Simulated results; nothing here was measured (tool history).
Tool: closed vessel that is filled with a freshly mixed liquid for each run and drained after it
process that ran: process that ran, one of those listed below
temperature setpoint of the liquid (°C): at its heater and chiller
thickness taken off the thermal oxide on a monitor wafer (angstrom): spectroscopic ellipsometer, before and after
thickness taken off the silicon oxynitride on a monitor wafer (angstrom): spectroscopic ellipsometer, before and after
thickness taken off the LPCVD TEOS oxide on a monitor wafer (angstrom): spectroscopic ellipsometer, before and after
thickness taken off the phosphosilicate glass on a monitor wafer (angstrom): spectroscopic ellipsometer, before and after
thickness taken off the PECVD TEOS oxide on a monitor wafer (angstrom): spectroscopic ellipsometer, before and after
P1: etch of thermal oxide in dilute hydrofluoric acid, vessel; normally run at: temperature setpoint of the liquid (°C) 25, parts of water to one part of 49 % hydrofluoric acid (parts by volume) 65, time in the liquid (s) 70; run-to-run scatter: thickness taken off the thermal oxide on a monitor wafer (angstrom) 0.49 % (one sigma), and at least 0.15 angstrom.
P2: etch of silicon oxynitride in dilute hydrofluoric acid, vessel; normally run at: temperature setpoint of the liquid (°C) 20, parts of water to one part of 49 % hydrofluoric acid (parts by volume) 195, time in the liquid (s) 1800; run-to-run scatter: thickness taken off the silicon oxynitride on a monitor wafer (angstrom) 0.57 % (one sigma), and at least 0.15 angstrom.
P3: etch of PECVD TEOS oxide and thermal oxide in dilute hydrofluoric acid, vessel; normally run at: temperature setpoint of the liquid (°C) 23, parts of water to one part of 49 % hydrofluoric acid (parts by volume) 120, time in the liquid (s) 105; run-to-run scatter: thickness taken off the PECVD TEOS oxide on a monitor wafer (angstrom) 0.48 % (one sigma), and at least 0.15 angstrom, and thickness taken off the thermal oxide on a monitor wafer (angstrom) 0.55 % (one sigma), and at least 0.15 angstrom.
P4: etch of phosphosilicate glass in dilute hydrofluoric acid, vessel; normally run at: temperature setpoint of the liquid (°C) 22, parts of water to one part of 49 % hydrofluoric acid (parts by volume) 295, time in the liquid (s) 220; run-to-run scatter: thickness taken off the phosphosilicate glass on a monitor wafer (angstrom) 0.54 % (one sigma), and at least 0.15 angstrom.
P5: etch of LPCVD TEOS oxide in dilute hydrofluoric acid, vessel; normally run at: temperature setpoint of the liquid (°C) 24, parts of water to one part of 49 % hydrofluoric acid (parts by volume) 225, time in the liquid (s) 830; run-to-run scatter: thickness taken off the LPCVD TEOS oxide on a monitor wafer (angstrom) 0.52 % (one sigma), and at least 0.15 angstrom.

run	hour	process that ran	temperature setpoint of the liquid (°C)	parts of water to one part of 49 % hydrofluoric acid (parts by volume)	time in the liquid (s)	hours since the thermometer was replaced	hours since the hydrofluoric acid flow meter was replaced	thickness taken off the thermal oxide on a monitor wafer (angstrom)	thickness taken off the silicon oxynitride on a monitor wafer (angstrom)	thickness taken off the LPCVD TEOS oxide on a monitor wafer (angstrom)	thickness taken off the phosphosilicate glass on a monitor wafer (angstrom)	thickness taken off the PECVD TEOS oxide on a monitor wafer (angstrom)
1	7.1	P1	25	65	70	669.6	1056.1	56.987				
2	16.1	P2	20	290	1800	678.6	1065.1		99.671			
3	28.1	P1	19.5	65	70	690.6	1077.1	46.274				
4	40.1	P2	27.5	195	1800	702.6	1089.1		218.38			
5	48	P5	24	130	830	710.5	1097			995.8		
6	60.3	P4	22	295	40	722.8	1109.3				62.498	
7	67	P1	25	65	130	729.5	1116	107.61				
8	74.8	P1	25	40	70	737.3	1123.8	97.448				
9	87.7	P4	22	135	220	750.2	1136.7				892.06	
10	94.8	P3	23	120	40	757.3	1143.8	14.333				27.073
11	106.5	P5	30.5	225	830	769	1155.5			651.41		
# hour 108.1: thermometer replaced
12	117.2	P4	22	295	220	9.2	1166.2				343.81	
13	130.4	P2	20	195	1800	22.4	1179.4		156.94			
14	140.6	P1	25	105	70	32.6	1189.6	33.476				
15	150	P3	23	200	105	42	1199	19.914				38.972
16	157.5	P2	20	195	1800	49.5	1206.5		155.56			
17	165.7	P5	24	225	830	57.7	1214.7			512.12		
18	173.3	P1	29.5	85	70	65.3	1222.3	51.252				
19	181	P1	25	65	30	73	1230	24.733				
20	189.6	P4	22	295	220	81.6	1238.6				345.8	
21	198.3	P5	24	225	365	90.3	1247.3			228.51		
22	205.7	P1	25	95	30	97.7	1254.7	16.035				
23	219	P2	20	195	3385	111	1268		294.03			
24	225.6	P1	25	65	70	117.6	1274.6	57.888				
25	238.1	P3	23	120	105	130.1	1287.1	37.512				70.969
26	247	P1	25	65	70	139	1296	57.457				
27	257.5	P3	17	120	105	149.5	1306.5	28.998				55.046
28	266.3	P1	25	65	70	158.3	1315.3	57.652				
29	275.7	P4	30.5	295	220	167.7	1324.7				460.56	
30	283.3	P1	30.5	65	70	175.3	1332.3	71.405				
31	290.8	P1	25	25	105	182.8	1339.8	236.87				
32	302.5	P1	25	65	70	194.5	1351.5	57.838				
33	311.6	P1	25	65	70	203.6	1360.6	59.391				
34	320.3	P1	25	65	70	212.3	1369.3	60.557				
35	327.3	P1	25	65	70	219.3	1376.3	60.808				
36	337.7	P1	25	65	70	229.7	1386.7	61.555				
37	345	P1	25	65	70	237	1394	61.56				
38	354.9	P1	25	65	70	246.9	1403.9	62.526				
39	363.7	P1	25	65	70	255.7	1412.7	61.966				
40	370.5	P1	25	65	70	262.5	1419.5	61.88				
41	380.3	P1	25	65	70	272.3	1429.3	62.473				
42	389.1	P1	25	65	70	281.1	1438.1	62.566				

What P1 gives has crept away from where it was. These 2 causes fit the log equally well, each at the size given:
A: hydrofluoric acid flow above the setpoint (%) = 7.7
B: liquid hotter than its thermometer reads (K) = 2.01
The creep began at about hour 302.5.

4 check runs are offered, each on 2 wafers whose results are averaged, their results left as question marks. Which one tells the causes apart?
check 1	397.9	P4	29.5	295	50						?	
check 2	397.9	P3	17.5	155	105			?				?
check 3	397.9	P5	24	135	830					?		
check 4	397.9	P2	20	195	2860				?			

What each check would give under each cause:
check	result	if A	if B
check 1	thickness taken off the phosphosilicate glass on a monitor wafer (angstrom)	111.4	107.78
check 2	thickness taken off the thermal oxide on a monitor wafer (angstrom)	24.116	24.018
check 2	thickness taken off the PECVD TEOS oxide on a monitor wafer (angstrom)	46.132	45.943
check 3	thickness taken off the LPCVD TEOS oxide on a monitor wafer (angstrom)	1039.3	1030.4
check 4	thickness taken off the silicon oxynitride on a monitor wafer (angstrom)	271.01	273.54
How far apart the two closest causes lie, in the result that separates them most: check 1 3.3 %; check 2 0.41 %; check 3 0.86 %; check 4 0.93 %
Check 1 tells the causes apart: in the others they would give nearly the same result.

Then check 1 was run and gave: thickness taken off the phosphosilicate glass on a monitor wafer (angstrom) 110.73. Which cause is it?

It is A: hydrofluoric acid flow above the setpoint (%).
